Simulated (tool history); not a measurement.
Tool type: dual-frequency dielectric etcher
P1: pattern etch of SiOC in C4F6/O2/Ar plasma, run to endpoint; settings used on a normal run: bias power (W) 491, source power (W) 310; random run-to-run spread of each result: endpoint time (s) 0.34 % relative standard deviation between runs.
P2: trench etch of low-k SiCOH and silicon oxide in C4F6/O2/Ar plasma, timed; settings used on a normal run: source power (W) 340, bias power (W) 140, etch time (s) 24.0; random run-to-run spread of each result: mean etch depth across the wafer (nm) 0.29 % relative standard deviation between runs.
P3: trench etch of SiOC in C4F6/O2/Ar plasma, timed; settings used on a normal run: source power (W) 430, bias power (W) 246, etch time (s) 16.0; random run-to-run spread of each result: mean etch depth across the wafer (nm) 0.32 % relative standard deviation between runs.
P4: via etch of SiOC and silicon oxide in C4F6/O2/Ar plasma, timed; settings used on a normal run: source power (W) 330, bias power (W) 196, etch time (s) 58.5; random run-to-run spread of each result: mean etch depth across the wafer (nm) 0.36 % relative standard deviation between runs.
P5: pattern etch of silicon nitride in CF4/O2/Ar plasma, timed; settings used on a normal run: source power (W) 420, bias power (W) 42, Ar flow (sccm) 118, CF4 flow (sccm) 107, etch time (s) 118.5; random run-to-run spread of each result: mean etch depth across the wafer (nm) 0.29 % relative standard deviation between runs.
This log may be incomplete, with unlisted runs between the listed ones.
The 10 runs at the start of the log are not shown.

run,hour,process that ran,bias power (W),source power (W),etch time (s),Ar flow (sccm),CF4 flow (sccm),hours since the last wet clean,hours since the last bias power generator calibration,hours since the last source power generator calibration,endpoint time (s),mean etch depth across the wafer (nm)
# hour 73.3: bias power generator calibrated
11,78.4,P1,641,400,,,,200.0,5.2,2635.5,9.8958,
12,88.1,P1,312,230,,,,209.7,14.9,2645.2,15.8640,
13,95.4,P1,491,310,,,,217.0,22.2,2652.5,11.9740,
14,105.3,P4,196,330,35.0,,,226.9,32.1,2662.4,,37.652
15,112.0,P2,110,340,24.0,,,233.6,38.8,2669.1,,60.188
16,121.5,P2,140,340,24.0,,,243.1,48.3,2678.6,,64.861
17,128.8,P1,491,310,,,,250.4,55.6,2685.9,12.0080,
18,137.5,P1,624,370,,,,259.1,64.3,2694.6,10.2260,
19,143.7,P5,42,420,118.5,141,107,265.3,70.5,2700.8,,171.150
20,148.7,P3,246,430,20.5,,,270.3,75.5,2705.8,,48.552
21,156.4,P5,42,420,173.0,118,107,278.0,83.2,2713.5,,257.030
22,163.8,P3,155,430,16.0,,,285.4,90.6,2720.9,,32.559
23,169.7,P3,246,560,16.0,,,291.3,96.5,2726.8,,41.897
24,178.5,P1,491,310,,,,300.1,105.3,2735.6,11.9440,
25,183.6,P2,140,410,24.0,,,305.2,110.4,2740.7,,69.591
26,188.9,P1,491,230,,,,310.5,115.7,2746.0,13.3840,

Predict the results of run 27:
27,197.3,P5,56,420,118.5,118,107,318.9,124.1,2754.4,,?

Logged for run 27: mean etch depth across the wafer (nm) 196.090.
